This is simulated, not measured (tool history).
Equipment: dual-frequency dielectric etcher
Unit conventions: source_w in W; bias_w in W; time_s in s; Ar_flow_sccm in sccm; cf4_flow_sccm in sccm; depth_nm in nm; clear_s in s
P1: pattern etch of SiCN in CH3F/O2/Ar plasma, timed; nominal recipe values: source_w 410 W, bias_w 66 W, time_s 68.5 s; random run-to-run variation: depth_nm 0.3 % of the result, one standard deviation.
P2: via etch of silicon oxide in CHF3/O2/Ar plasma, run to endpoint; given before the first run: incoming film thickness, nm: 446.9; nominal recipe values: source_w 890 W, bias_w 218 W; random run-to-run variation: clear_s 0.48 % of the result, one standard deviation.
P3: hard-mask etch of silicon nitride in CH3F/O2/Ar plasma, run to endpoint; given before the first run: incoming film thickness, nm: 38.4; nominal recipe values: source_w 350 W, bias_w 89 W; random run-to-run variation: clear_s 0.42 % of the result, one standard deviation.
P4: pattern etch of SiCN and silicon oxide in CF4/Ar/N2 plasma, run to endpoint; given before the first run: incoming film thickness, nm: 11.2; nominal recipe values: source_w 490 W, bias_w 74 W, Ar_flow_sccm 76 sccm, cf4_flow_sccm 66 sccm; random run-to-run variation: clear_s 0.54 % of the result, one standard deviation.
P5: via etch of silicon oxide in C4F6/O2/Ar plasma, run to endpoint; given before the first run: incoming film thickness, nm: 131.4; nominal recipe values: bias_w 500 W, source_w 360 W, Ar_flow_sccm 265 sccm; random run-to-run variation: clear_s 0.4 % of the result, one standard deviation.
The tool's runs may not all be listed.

run 1 day=0.317 | process=P1 source_w=410 bias_w=66 time_s=68.5 | depth_nm=25.437
run 2 day=0.771 | process=P4 source_w=490 bias_w=74 Ar_flow_sccm=76 cf4_flow_sccm=66 | clear_s=11.6430
run 3 day=1.000 | process=P1 source_w=410 bias_w=66 time_s=68.5 | depth_nm=25.426
run 4 day=1.350 | process=P3 source_w=350 bias_w=54 | clear_s=63.3890
run 5 day=1.654 | process=P1 source_w=410 bias_w=66 time_s=68.5 | depth_nm=25.395
run 6 day=1.929 | process=P1 source_w=410 bias_w=48 time_s=68.5 | depth_nm=22.757
run 7 day=2.179 | process=P4 source_w=490 bias_w=74 Ar_flow_sccm=76 cf4_flow_sccm=52 | clear_s=11.9020
run 8 day=2.412 | process=P4 source_w=680 bias_w=74 Ar_flow_sccm=76 cf4_flow_sccm=66 | clear_s=8.6122
run 9 day=2.933 | process=P4 source_w=490 bias_w=103 Ar_flow_sccm=76 cf4_flow_sccm=66 | clear_s=10.3210
run 10 day=3.271 | process=P2 source_w=890 bias_w=218 | clear_s=180.8400
run 11 day=3.683 | process=P1 source_w=260 bias_w=66 time_s=68.5 | depth_nm=21.402
run 12 day=4.012 | process=P3 source_w=350 bias_w=89 | clear_s=53.0860
run 13 day=4.267 | process=P4 source_w=490 bias_w=74 Ar_flow_sccm=76 cf4_flow_sccm=66 | clear_s=11.4990
run 14 day=4.583 | process=P3 source_w=350 bias_w=89 | clear_s=52.8920
run 15 day=4.838 | process=P4 source_w=490 bias_w=74 Ar_flow_sccm=97 cf4_flow_sccm=66 | clear_s=12.0250
-- day=4.988 wet clean of the chamber
run 16 day=5.271 | process=P5 source_w=500 bias_w=500 Ar_flow_sccm=265 | clear_s=25.7200
run 17 day=5.588 | process=P1 source_w=410 bias_w=66 time_s=90.0 | depth_nm=33.475
run 18 day=5.988 | process=P1 source_w=330 bias_w=42 time_s=68.5 | depth_nm=20.088
run 19 day=6.354 | process=P1 source_w=410 bias_w=66 time_s=68.5 | depth_nm=25.289
run 20 day=6.608 | process=P1 source_w=410 bias_w=79 time_s=68.5 | depth_nm=27.150
run 21 day=7.021 | process=P2 source_w=560 bias_w=218 | clear_s=213.9100
run 22 day=7.421 | process=P5 source_w=360 bias_w=500 Ar_flow_sccm=342 | clear_s=29.9970
run 23 day=7.938 | process=P1 source_w=410 bias_w=66 time_s=48.0 | depth_nm=17.869
run 24 day=8.404 | process=P5 source_w=360 bias_w=694 Ar_flow_sccm=265 | clear_s=25.8340

Run 25 is up next; what results do you expect?
run 25 day=8.762 | process=P1 source_w=570 bias_w=66 time_s=68.5 | depth_nm=?

depth_nm: 28.733 nm
